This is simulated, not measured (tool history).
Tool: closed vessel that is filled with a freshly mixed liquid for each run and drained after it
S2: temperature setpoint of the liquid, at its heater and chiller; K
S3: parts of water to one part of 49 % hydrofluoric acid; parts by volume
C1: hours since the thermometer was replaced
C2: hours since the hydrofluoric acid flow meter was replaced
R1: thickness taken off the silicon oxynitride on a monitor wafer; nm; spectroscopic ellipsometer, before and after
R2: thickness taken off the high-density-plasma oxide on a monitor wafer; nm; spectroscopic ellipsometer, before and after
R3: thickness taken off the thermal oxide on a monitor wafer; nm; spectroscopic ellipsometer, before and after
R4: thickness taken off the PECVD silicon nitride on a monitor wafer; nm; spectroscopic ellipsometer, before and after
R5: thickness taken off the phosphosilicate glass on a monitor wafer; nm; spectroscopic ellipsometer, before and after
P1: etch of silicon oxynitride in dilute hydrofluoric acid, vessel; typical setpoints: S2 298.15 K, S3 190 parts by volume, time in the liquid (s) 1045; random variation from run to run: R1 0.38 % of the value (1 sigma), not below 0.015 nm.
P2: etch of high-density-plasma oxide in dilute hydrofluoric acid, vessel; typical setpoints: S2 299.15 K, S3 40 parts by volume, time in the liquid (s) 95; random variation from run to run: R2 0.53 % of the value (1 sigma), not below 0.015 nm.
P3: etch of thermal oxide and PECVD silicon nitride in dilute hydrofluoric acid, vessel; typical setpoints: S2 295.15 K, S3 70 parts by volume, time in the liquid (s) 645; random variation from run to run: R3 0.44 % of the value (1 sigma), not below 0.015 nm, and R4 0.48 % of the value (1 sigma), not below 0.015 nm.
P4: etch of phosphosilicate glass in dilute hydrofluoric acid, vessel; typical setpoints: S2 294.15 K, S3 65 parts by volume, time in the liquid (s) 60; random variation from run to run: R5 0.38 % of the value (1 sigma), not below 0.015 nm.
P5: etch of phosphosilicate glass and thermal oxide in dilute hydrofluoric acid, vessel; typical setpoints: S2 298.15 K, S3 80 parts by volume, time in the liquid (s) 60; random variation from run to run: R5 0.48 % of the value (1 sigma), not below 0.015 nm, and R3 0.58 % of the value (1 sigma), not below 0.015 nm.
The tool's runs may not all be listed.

run 1 hour=12.2 | process_that_ran=P1 S2=298.15 S3=190 time_in_the_liquid_(s)=1045 | C1=371.5 C2=1635.5 | R1=11.488
run 2 hour=23.6 | process_that_ran=P2 S2=294.15 S3=40 time_in_the_liquid_(s)=95 | C1=382.9 C2=1646.9 | R2=19.264
run 3 hour=38.3 | process_that_ran=P3 S2=295.15 S3=70 time_in_the_liquid_(s)=250 | C1=397.6 C2=1661.6 | R3=16.065 R4=5.1286
run 4 hour=53.3 | process_that_ran=P4 S2=294.15 S3=65 time_in_the_liquid_(s)=30 | C1=412.6 C2=1676.6 | R5=36.966
run 5 hour=63.6 | process_that_ran=P1 S2=298.15 S3=190 time_in_the_liquid_(s)=1045 | C1=422.9 C2=1686.9 | R1=11.477
run 6 hour=74.1 | process_that_ran=P1 S2=298.15 S3=115 time_in_the_liquid_(s)=1045 | C1=433.4 C2=1697.4 | R1=20.271
run 7 hour=84.6 | process_that_ran=P1 S2=298.15 S3=190 time_in_the_liquid_(s)=1045 | C1=443.9 C2=1707.9 | R1=11.462
run 8 hour=97.4 | process_that_ran=P2 S2=299.15 S3=40 time_in_the_liquid_(s)=95 | C1=456.7 C2=1720.7 | R2=23.771
run 9 hour=109.2 | process_that_ran=P4 S2=294.15 S3=65 time_in_the_liquid_(s)=60 | C1=468.5 C2=1732.5 | R5=74.367
run 10 hour=123.2 | process_that_ran=P2 S2=299.15 S3=70 time_in_the_liquid_(s)=95 | C1=482.5 C2=1746.5 | R2=13.012
run 11 hour=139.9 | process_that_ran=P4 S2=294.15 S3=95 time_in_the_liquid_(s)=60 | C1=499.2 C2=1763.2 | R5=48.664
run 12 hour=147.7 | process_that_ran=P3 S2=295.15 S3=70 time_in_the_liquid_(s)=645 | C1=507 C2=1771 | R3=41.657 R4=13.278
run 13 hour=157 | process_that_ran=P5 S2=298.15 S3=145 time_in_the_liquid_(s)=60 | C1=516.3 C2=1780.3 | R3=1.887 R5=49.722
run 14 hour=171.8 | process_that_ran=P5 S2=298.15 S3=80 time_in_the_liquid_(s)=60 | C1=531.1 C2=1795.1 | R3=3.6506 R5=97.221
run 15 hour=184.7 | process_that_ran=P1 S2=298.15 S3=190 time_in_the_liquid_(s)=1045 | C1=544 C2=1808 | R1=11.431
run 16 hour=199.9 | process_that_ran=P1 S2=298.15 S3=190 time_in_the_liquid_(s)=1930 | C1=559.2 C2=1823.2 | R1=21.095
run 17 hour=216.9 | process_that_ran=P2 S2=299.15 S3=40 time_in_the_liquid_(s)=170 | C1=576.2 C2=1840.2 | R2=42.291
run 18 hour=229.1 | process_that_ran=P5 S2=298.15 S3=80 time_in_the_liquid_(s)=30 | C1=588.4 C2=1852.4 | R3=1.8404 R5=48.643
run 19 hour=241.2 | process_that_ran=P3 S2=295.15 S3=45 time_in_the_liquid_(s)=645 | C1=600.5 C2=1864.5 | R3=67.024 R4=20.454
run 20 hour=256.4 | process_that_ran=P3 S2=295.15 S3=70 time_in_the_liquid_(s)=645 | C1=615.7 C2=1879.7 | R3=41.73 R4=13.404
run 21 hour=267.2 | process_that_ran=P3 S2=291.15 S3=70 time_in_the_liquid_(s)=645 | C1=626.5 C2=1890.5 | R3=35.404 R4=10.198
run 22 hour=281.6 | process_that_ran=P1 S2=298.15 S3=190 time_in_the_liquid_(s)=1045 | C1=640.9 C2=1904.9 | R1=11.436
run 23 hour=297.5 | process_that_ran=P4 S2=294.15 S3=65 time_in_the_liquid_(s)=60 | C1=656.8 C2=1920.8 | R5=73.217
run 24 hour=312.6 | process_that_ran=P2 S2=299.15 S3=40 time_in_the_liquid_(s)=95 | C1=671.9 C2=1935.9 | R2=23.649
run 25 hour=322.7 | process_that_ran=P1 S2=293.15 S3=190 time_in_the_liquid_(s)=1045 | C1=682 C2=1946 | R1=9.1749
run 26 hour=335.9 | process_that_ran=P1 S2=304.65 S3=190 time_in_the_liquid_(s)=1045 | C1=695.2 C2=1959.2 | R1=15.13
run 27 hour=346.5 | process_that_ran=P1 S2=298.15 S3=190 time_in_the_liquid_(s)=1045 | C1=705.8 C2=1969.8 | R1=11.442

Expected results for the next run?
run 28 hour=358.3 | process_that_ran=P1 S2=298.15 S3=190 time_in_the_liquid_(s)=1045 | C1=717.6 C2=1981.6 | R1=?

R1: 11.543 nm

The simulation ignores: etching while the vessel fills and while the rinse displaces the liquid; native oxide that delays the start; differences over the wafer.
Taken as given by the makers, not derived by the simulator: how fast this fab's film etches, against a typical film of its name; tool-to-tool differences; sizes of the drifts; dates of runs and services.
